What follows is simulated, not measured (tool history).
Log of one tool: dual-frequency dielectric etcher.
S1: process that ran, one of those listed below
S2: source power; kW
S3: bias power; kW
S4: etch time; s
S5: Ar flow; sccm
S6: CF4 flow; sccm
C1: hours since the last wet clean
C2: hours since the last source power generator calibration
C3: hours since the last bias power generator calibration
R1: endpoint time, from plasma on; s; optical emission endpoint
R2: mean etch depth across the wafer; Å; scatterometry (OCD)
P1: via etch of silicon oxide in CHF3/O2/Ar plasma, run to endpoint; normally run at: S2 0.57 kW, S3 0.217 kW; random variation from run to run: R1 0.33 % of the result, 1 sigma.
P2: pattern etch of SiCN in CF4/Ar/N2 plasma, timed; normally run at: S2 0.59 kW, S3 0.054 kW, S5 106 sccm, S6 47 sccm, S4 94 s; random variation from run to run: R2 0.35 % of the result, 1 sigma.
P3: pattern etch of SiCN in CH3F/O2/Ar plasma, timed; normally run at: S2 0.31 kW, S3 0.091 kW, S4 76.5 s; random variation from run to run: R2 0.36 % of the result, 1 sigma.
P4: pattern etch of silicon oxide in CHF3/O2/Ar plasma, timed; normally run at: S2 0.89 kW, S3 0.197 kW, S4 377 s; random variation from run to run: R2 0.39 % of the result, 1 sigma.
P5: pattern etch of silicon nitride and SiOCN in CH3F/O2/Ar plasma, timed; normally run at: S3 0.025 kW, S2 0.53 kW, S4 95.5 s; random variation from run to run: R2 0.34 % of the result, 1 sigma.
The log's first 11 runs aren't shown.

| run | day | S1 | S2 | S3 | S4 | S5 | S6 | C1 | C2 | C3 | R1 | R2 |
|---|---|---|---|---|---|---|---|---|---|---|---|---|
| 12 | 2.304 | P1 | 0.57 | 0.217 |  |  |  | 321 | 1542.6 | 529.3 | 403.38 |  |
| 13 | 2.496 | P5 | 0.73 | 0.025 | 95.5 |  |  | 325.6 | 1547.2 | 533.9 |  | 159.01 |
| 14 | 2.704 | P5 | 0.53 | 0.025 | 68 |  |  | 330.6 | 1552.2 | 538.9 |  | 101.85 |
| 15 | 2.933 | P1 | 0.57 | 0.217 |  |  |  | 336.1 | 1557.7 | 544.4 | 403.02 |  |
| 16 | 3.154 | P2 | 0.59 | 0.054 | 58 | 106 | 47 | 341.4 | 1563 | 549.7 |  | 530.51 |
| 17 | 3.267 | P1 | 0.57 | 0.286 |  |  |  | 344.1 | 1565.7 | 552.4 | 366.02 |  |
| 18 | 3.412 | P5 | 0.53 | 0.025 | 95.5 |  |  | 347.6 | 1569.2 | 555.9 |  | 143.11 |
| 19 | 3.6 | P2 | 0.71 | 0.054 | 94 | 106 | 47 | 352.1 | 1573.7 | 560.4 |  | 1015 |
| 20 | 3.85 | P1 | 0.39 | 0.217 |  |  |  | 358.1 | 1579.7 | 566.4 | 462.73 |  |
| 21 | 4.096 | P5 | 0.53 | 0.025 | 95.5 |  |  | 364 | 1585.6 | 572.3 |  | 142.74 |
| 22 | 4.304 | P4 | 1.06 | 0.197 | 377 |  |  | 369 | 1590.6 | 577.3 |  | 9504.2 |
| 23 | 4.529 | P4 | 0.89 | 0.197 | 539 |  |  | 374.4 | 1596 | 582.7 |  | 12589 |
| 24 | 4.75 | P3 | 0.31 | 0.091 | 76.5 |  |  | 379.7 | 1601.3 | 588 |  | 287.51 |
| 25 | 4.979 | P1 | 0.79 | 0.267 |  |  |  | 385.2 | 1606.8 | 593.5 | 331.65 |  |
| 26 | 5.15 | P5 | 0.53 | 0.016 | 95.5 |  |  | 389.3 | 1610.9 | 597.6 |  | 118 |
| 27 | 5.296 | P3 | 0.38 | 0.091 | 76.5 |  |  | 392.8 | 1614.4 | 601.1 |  | 310.49 |

The next listed run, before its measurement:
| 28 | 5.488 | P2 | 0.59 | 0.054 | 94 | 106 | 28 | 397.4 | 1619 | 605.7 |  | ? |

Run 28 gave R2 778.54 Å.
